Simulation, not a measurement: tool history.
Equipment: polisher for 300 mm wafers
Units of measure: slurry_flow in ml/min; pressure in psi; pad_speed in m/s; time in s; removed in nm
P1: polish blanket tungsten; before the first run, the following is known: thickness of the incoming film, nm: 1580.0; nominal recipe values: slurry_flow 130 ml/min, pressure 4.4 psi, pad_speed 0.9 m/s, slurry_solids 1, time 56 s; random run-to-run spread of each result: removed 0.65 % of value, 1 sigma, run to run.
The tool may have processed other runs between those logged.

| run | hour | slurry_flow | pressure | pad_speed | slurry_solids | time | wafers polished on this pad | hours since the slurry nozzle was cleaned | hours since the head pressure was calibrated | hours since the slurry blender was calibrated | hours since the slurry got fresh peroxide | removed |
|---|---|---|---|---|---|---|---|---|---|---|---|---|
| 1 | 7.3 | 130 | 4.4 | 0.9 | 1 | 56 | 643 | 336.9 | 95.6 | 332.4 | 125.2 | 318.57 |
| 2 | 13.7 | 130 | 2.4 | 0.9 | 1.4 | 56 | 719 | 343.3 | 102 | 338.8 | 131.6 | 188.68 |
|  | 21.3 | slurry tank refilled with fresh slurry and peroxide |
| 3 | 22.9 | 130 | 4.4 | 0.9 | 1 | 56 | 829 | 352.5 | 111.2 | 348 | 1.7 | 320.56 |
| 4 | 29.1 | 80 | 4.4 | 0.9 | 1 | 56 | 904 | 358.7 | 117.4 | 354.2 | 7.9 | 285.53 |
| 5 | 35.1 | 160 | 4.4 | 0.9 | 1 | 71 | 975 | 364.7 | 123.4 | 360.2 | 13.9 | 427.2 |
| 6 | 40 | 130 | 2.7 | 0.9 | 1 | 56 | 1034 | 369.6 | 128.3 | 365.1 | 18.8 | 197.52 |
| 7 | 46.7 | 130 | 4.4 | 0.9 | 1 | 79 | 1114 | 376.3 | 135 | 371.8 | 25.5 | 447.01 |
| 8 | 54.9 | 130 | 4.4 | 0.6 | 1 | 56 | 1212 | 384.5 | 143.2 | 380 | 33.7 | 213.7 |
| 9 | 60.2 | 130 | 4.4 | 1.32 | 1 | 56 | 1275 | 389.8 | 148.5 | 385.3 | 39 | 467.23 |
| 10 | 66.9 | 130 | 4.4 | 0.9 | 1 | 56 | 1355 | 396.5 | 155.2 | 392 | 45.7 | 320.98 |
| 11 | 76.9 | 130 | 4.4 | 0.9 | 1 | 56 | 1475 | 406.5 | 165.2 | 402 | 55.7 | 321.84 |
| 12 | 82 | 130 | 4.4 | 0.9 | 1 | 32 | 1536 | 411.6 | 170.3 | 407.1 | 60.8 | 184.44 |
| 13 | 87.4 | 130 | 4.4 | 0.9 | 1.4 | 56 | 1601 | 417 | 175.7 | 412.5 | 66.2 | 349.68 |
| 14 | 94.4 | 185 | 4.4 | 0.9 | 1 | 27 | 1684 | 424 | 182.7 | 419.5 | 73.2 | 164.57 |
|  | 99.3 | slurry nozzle cleaned |
| 15 | 103.3 | 130 | 4.4 | 0.9 | 0.5 | 56 | 1791 | 4.1 | 191.6 | 428.4 | 82.1 | 271.97 |
| 16 | 113.6 | 130 | 4.4 | 0.9 | 1 | 56 | 1914 | 14.4 | 201.9 | 438.7 | 92.4 | 322.82 |
| 17 | 119.1 | 130 | 6.9 | 0.9 | 1 | 56 | 1980 | 19.9 | 207.4 | 444.2 | 97.9 | 498.52 |
| 18 | 128 | 170 | 4.4 | 0.9 | 1 | 56 | 2086 | 28.8 | 216.3 | 453.1 | 106.8 | 335.08 |
| 19 | 137.3 | 130 | 4.4 | 0.9 | 1 | 56 | 2197 | 38.1 | 225.6 | 462.4 | 116.1 | 323.56 |
| 20 | 143.1 | 130 | 4.4 | 0.9 | 1 | 56 | 2267 | 43.9 | 231.4 | 468.2 | 121.9 | 321.82 |
| 21 | 150.4 | 130 | 4.4 | 0.9 | 1 | 56 | 2354 | 51.2 | 238.7 | 475.5 | 129.2 | 310.86 |

The next listed run, before its measurement:
| 22 | 157.7 | 130 | 4.4 | 0.9 | 1 | 56 | 2441 | 58.5 | 246 | 482.8 | 136.5 | ? |

removed: 302.03 nm

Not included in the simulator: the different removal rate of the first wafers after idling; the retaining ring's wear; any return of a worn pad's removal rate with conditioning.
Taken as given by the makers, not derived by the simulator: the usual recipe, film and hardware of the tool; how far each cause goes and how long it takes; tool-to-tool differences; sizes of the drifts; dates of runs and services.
